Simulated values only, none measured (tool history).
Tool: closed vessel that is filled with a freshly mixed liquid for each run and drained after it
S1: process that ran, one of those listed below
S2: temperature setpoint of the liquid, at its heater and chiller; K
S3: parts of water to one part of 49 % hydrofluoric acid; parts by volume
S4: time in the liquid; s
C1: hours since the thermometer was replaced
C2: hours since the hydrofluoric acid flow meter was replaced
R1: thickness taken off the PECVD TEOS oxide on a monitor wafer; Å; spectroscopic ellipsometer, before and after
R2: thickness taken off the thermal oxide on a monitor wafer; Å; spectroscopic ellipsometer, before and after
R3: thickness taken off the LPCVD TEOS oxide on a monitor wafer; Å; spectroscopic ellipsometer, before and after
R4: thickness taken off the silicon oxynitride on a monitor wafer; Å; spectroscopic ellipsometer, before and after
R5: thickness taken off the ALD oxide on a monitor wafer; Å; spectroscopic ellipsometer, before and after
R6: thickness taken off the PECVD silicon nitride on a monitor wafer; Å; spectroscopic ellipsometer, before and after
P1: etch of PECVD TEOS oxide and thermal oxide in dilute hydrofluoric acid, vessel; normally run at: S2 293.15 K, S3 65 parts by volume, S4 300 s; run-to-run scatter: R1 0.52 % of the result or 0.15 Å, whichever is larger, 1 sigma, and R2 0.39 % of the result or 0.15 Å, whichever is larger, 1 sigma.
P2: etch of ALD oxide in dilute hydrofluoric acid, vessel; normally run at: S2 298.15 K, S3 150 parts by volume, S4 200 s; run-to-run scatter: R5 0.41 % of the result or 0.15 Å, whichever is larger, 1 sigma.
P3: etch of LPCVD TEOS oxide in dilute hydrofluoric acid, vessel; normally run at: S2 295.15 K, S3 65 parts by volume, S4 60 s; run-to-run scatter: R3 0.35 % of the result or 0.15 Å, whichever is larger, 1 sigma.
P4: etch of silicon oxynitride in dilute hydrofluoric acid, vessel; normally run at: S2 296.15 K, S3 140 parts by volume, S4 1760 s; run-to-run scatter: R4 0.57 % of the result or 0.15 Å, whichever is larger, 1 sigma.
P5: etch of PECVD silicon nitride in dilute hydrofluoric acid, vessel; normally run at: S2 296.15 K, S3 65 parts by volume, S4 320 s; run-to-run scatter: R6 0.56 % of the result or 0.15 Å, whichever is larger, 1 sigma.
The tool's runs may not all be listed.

run,hour,S1,S2,S3,S4,C1,C2,R1,R2,R3,R4,R5,R6
1,12.7,P1,293.15,65,300,586.9,890.4,344.88,188.49,,,,
2,28.3,P3,295.15,65,60,602.5,906.0,,,486.21,,,
3,41.5,P1,293.15,65,500,615.7,919.2,578.13,316.65,,,,
4,52.0,P4,296.15,75,1760,626.2,929.7,,,,333.4400,,
5,62.1,P2,298.15,270,200,636.3,939.8,,,,,100.28,
6,73.0,P1,290.15,45,300,647.2,950.7,449.76,244.90,,,,
7,85.7,P1,293.15,90,300,659.9,963.4,242.39,131.50,,,,
8,95.3,P1,293.15,25,300,669.5,973.0,945.08,517.02,,,,
9,105.5,P5,296.15,65,320,679.7,983.2,,,,,,107.120
10,114.8,P1,290.15,65,300,689.0,992.5,302.44,167.08,,,,
11,124.1,P1,290.15,65,445,698.3,1001.8,452.78,246.72,,,,
12,135.8,P2,290.15,150,200,710.0,1013.5,,,,,148.55,
13,150.8,P1,293.15,65,300,725.0,1028.5,345.02,188.07,,,,
14,158.7,P3,295.15,95,60,732.9,1036.4,,,322.09,,,
15,173.9,P4,296.15,140,1760,748.1,1051.6,,,,168.7100,,
16,186.5,P5,296.15,65,80,760.7,1064.2,,,,,,27.004
17,199.7,P4,296.15,140,100,773.9,1077.4,,,,9.6881,,
18,209.1,P1,293.15,65,300,783.3,1086.8,345.87,189.52,,,,
19,222.1,P2,298.15,150,200,796.3,1099.8,,,,,202.43,
20,236.3,P2,298.15,150,340,810.5,1114.0,,,,,345.05,
21,246.3,P5,296.15,20,320,820.5,1124.0,,,,,,334.000
22,254.0,P5,303.15,65,320,828.2,1131.7,,,,,,169.800
23,263.8,P5,296.15,65,320,838.0,1141.5,,,,,,106.500
24,275.6,P1,293.15,65,300,849.8,1153.3,345.24,187.93,,,,
25,284.7,P4,296.15,140,1760,858.9,1162.4,,,,168.4300,,
26,297.5,P4,303.15,140,1760,871.7,1175.2,,,,230.9300,,

Run 27 comes next. What will it give?
27,306.8,P3,290.15,65,60,881.0,1184.5,,,?,,,

R3: 395.32 Å
